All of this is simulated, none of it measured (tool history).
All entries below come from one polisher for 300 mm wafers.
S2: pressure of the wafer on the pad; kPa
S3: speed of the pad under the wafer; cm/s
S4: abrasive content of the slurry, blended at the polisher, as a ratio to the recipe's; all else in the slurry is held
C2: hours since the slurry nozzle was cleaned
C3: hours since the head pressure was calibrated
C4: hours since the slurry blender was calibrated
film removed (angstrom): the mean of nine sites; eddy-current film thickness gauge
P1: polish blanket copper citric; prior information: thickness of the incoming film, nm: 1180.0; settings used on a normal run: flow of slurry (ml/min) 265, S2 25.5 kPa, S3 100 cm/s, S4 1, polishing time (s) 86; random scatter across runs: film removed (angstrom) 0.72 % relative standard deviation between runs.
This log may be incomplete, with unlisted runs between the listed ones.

Run 1, hour 4.3: flow of slurry (ml/min) 265, S2 25.5 kPa, S3 100 cm/s, S4 1, polishing time (s) 86; wafers polished on this pad 289; C2 60.1; C3 358.8; C4 234. Result: film removed (angstrom) 1929.7.
Run 2, hour 9: flow of slurry (ml/min) 265, S2 25.5 kPa, S3 100 cm/s, S4 1, polishing time (s) 86; wafers polished on this pad 332; C2 64.8; C3 363.5; C4 238.7. Result: film removed (angstrom) 1953.6.
Run 3, hour 14.9: flow of slurry (ml/min) 360, S2 25.5 kPa, S3 100 cm/s, S4 1, polishing time (s) 86; wafers polished on this pad 387; C2 70.7; C3 369.4; C4 244.6. Result: film removed (angstrom) 2017.4.
Run 4, hour 19.4: flow of slurry (ml/min) 265, S2 25.5 kPa, S3 100 cm/s, S4 1, polishing time (s) 86; wafers polished on this pad 428; C2 75.2; C3 373.9; C4 249.1. Result: film removed (angstrom) 1955.9.
Run 5, hour 24.6: flow of slurry (ml/min) 160, S2 25.5 kPa, S3 100 cm/s, S4 1, polishing time (s) 86; wafers polished on this pad 476; C2 80.4; C3 379.1; C4 254.3. Result: film removed (angstrom) 1796.3.
Run 6, hour 28.7: flow of slurry (ml/min) 265, S2 25.5 kPa, S3 64 cm/s, S4 1, polishing time (s) 86; wafers polished on this pad 514; C2 84.5; C3 383.2; C4 258.4. Result: film removed (angstrom) 1239.3.
Run 7, hour 32.7: flow of slurry (ml/min) 265, S2 25.5 kPa, S3 150 cm/s, S4 1.2, polishing time (s) 86; wafers polished on this pad 551; C2 88.5; C3 387.2; C4 262.4. Result: film removed (angstrom) 3018.7.
Run 8, hour 39.4: flow of slurry (ml/min) 265, S2 25.5 kPa, S3 100 cm/s, S4 1, polishing time (s) 86; wafers polished on this pad 613; C2 95.2; C3 393.9; C4 269.1. Result: film removed (angstrom) 1960.8.
Run 9, hour 45.5: flow of slurry (ml/min) 265, S2 25.5 kPa, S3 144 cm/s, S4 1, polishing time (s) 86; wafers polished on this pad 669; C2 101.3; C3 400; C4 275.2. Result: film removed (angstrom) 2768.1.
Run 10, hour 50.3: flow of slurry (ml/min) 265, S2 40.7 kPa, S3 100 cm/s, S4 1, polishing time (s) 86; wafers polished on this pad 714; C2 106.1; C3 404.8; C4 280. Result: film removed (angstrom) 3074.1.
Run 11, hour 57.4: flow of slurry (ml/min) 265, S2 25.5 kPa, S3 100 cm/s, S4 1.45, polishing time (s) 86; wafers polished on this pad 779; C2 113.2; C3 411.9; C4 287.1. Result: film removed (angstrom) 2112.3.
Run 12, hour 60.8: flow of slurry (ml/min) 265, S2 25.5 kPa, S3 100 cm/s, S4 1, polishing time (s) 48; wafers polished on this pad 811; C2 116.6; C3 415.3; C4 290.5. Result: film removed (angstrom) 1079.3.
Run 13, hour 65.7: flow of slurry (ml/min) 265, S2 13.1 kPa, S3 100 cm/s, S4 1, polishing time (s) 86; wafers polished on this pad 856; C2 121.5; C3 420.2; C4 295.4. Result: film removed (angstrom) 1026.
Run 14, hour 71.4: flow of slurry (ml/min) 265, S2 25.5 kPa, S3 100 cm/s, S4 0.75, polishing time (s) 86; wafers polished on this pad 909; C2 127.2; C3 425.9; C4 301.1. Result: film removed (angstrom) 1810.7.
Run 15, hour 76.8: flow of slurry (ml/min) 265, S2 25.5 kPa, S3 100 cm/s, S4 1, polishing time (s) 86; wafers polished on this pad 959; C2 132.6; C3 431.3; C4 306.5. Result: film removed (angstrom) 1930.
Run 16, hour 83.2: flow of slurry (ml/min) 265, S2 25.5 kPa, S3 100 cm/s, S4 1, polishing time (s) 133; wafers polished on this pad 1018; C2 139; C3 437.7; C4 312.9. Result: film removed (angstrom) 3033.9.
Run 17, hour 88.4: flow of slurry (ml/min) 265, S2 25.5 kPa, S3 100 cm/s, S4 1, polishing time (s) 86; wafers polished on this pad 1066; C2 144.2; C3 442.9; C4 318.1. Result: film removed (angstrom) 1931.3.
Run 18, hour 95.6: flow of slurry (ml/min) 265, S2 25.5 kPa, S3 100 cm/s, S4 1, polishing time (s) 86; wafers polished on this pad 1133; C2 151.4; C3 450.1; C4 325.3. Result: film removed (angstrom) 1895.6.
Run 19, hour 100.4: flow of slurry (ml/min) 265, S2 25.5 kPa, S3 100 cm/s, S4 1, polishing time (s) 86; wafers polished on this pad 1177; C2 156.2; C3 454.9; C4 330.1. Result: film removed (angstrom) 1923.9.
Run 20, hour 105: flow of slurry (ml/min) 265, S2 25.5 kPa, S3 100 cm/s, S4 1, polishing time (s) 86; wafers polished on this pad 1220; C2 160.8; C3 459.5; C4 334.7. Result: film removed (angstrom) 1873.1.
Run 21, hour 110.9: flow of slurry (ml/min) 265, S2 25.5 kPa, S3 100 cm/s, S4 1, polishing time (s) 86; wafers polished on this pad 1274; C2 166.7; C3 465.4; C4 340.6. Result: film removed (angstrom) 1855.6.
At hour 114.9: worn pad replaced by a new one.
Run 22, hour 116.5: flow of slurry (ml/min) 265, S2 25.5 kPa, S3 100 cm/s, S4 1, polishing time (s) 86; wafers polished on this pad 15; C2 172.3; C3 471; C4 346.2. Result: film removed (angstrom) 1852.8.
At hour 118: slurry blender recalibrated.
Run 23, hour 120: flow of slurry (ml/min) 265, S2 25.5 kPa, S3 100 cm/s, S4 1, polishing time (s) 86; wafers polished on this pad 47; C2 175.8; C3 474.5; C4 2. Result: film removed (angstrom) 1873.1.
Run 24, hour 127.1: flow of slurry (ml/min) 265, S2 25.5 kPa, S3 100 cm/s, S4 1, polishing time (s) 86; wafers polished on this pad 113; C2 182.9; C3 481.6; C4 9.1. Result: film removed (angstrom) 1859.
Run 25, hour 132.2: flow of slurry (ml/min) 265, S2 25.5 kPa, S3 100 cm/s, S4 1, polishing time (s) 86; wafers polished on this pad 160; C2 188; C3 486.7; C4 14.2. Result: film removed (angstrom) 1827.6.

P1 no longer gives what it gave before; its output has crept away from where it was. The following 2 causes, each at its listed size, fit the log equally well:
A: head's pressure below its setpoint, % = 5.34
B: slurry flow missing at the pad, % = 34.9
The gradual shift began around hour 88.4.
What rules out each remaining cause:
removal rate lost through wear of the pad, %: its service at hour 114.9 followed the start of the drift and did not put the process back to its old value
abrasive missing from the slurry, %: its service at hour 118 followed the start of the drift and did not put the process back to its old value

Below are 4 check runs, each averaged over 3 wafers, with their results shown as question marks. Which of them would give clearly different results depending on which cause is behind the drift?
Run check 1, hour 137.3: flow of slurry (ml/min) 265, S2 18.6 kPa, S3 142 cm/s, S4 1, polishing time (s) 86. Result: film removed (angstrom) ?.
Run check 2, hour 137.3: flow of slurry (ml/min) 265, S2 13.8 kPa, S3 100 cm/s, S4 1.35, polishing time (s) 86. Result: film removed (angstrom) ?.
Run check 3, hour 137.3: flow of slurry (ml/min) 160, S2 25.5 kPa, S3 100 cm/s, S4 1, polishing time (s) 86. Result: film removed (angstrom) ?.
Run check 4, hour 137.3: flow of slurry (ml/min) 265, S2 36.5 kPa, S3 100 cm/s, S4 1, polishing time (s) 86. Result: film removed (angstrom) ?.

Expected result of each check under each candidate cause:
  check                   result    if A    if B
check 1  film removed (angstrom)  1912.6  1912.8
check 2  film removed (angstrom)  1084.7  1083.8
check 3  film removed (angstrom)  1729.8  1675.5
check 4  film removed (angstrom)  2629.2  2630.3
Minimum pairwise separation of causes per check, each pair taken at its best-separating result: check 1 0.01 %; check 2 0.08 %; check 3 3.19 %; check 4 0.04 %
Only in check 3 would the causes give clearly different results; in the remaining checks their results would be nearly the same.

Then check 3 was run and gave: film removed (angstrom) 1667.2. Which cause is it?

It is B: slurry flow missing at the pad, %.
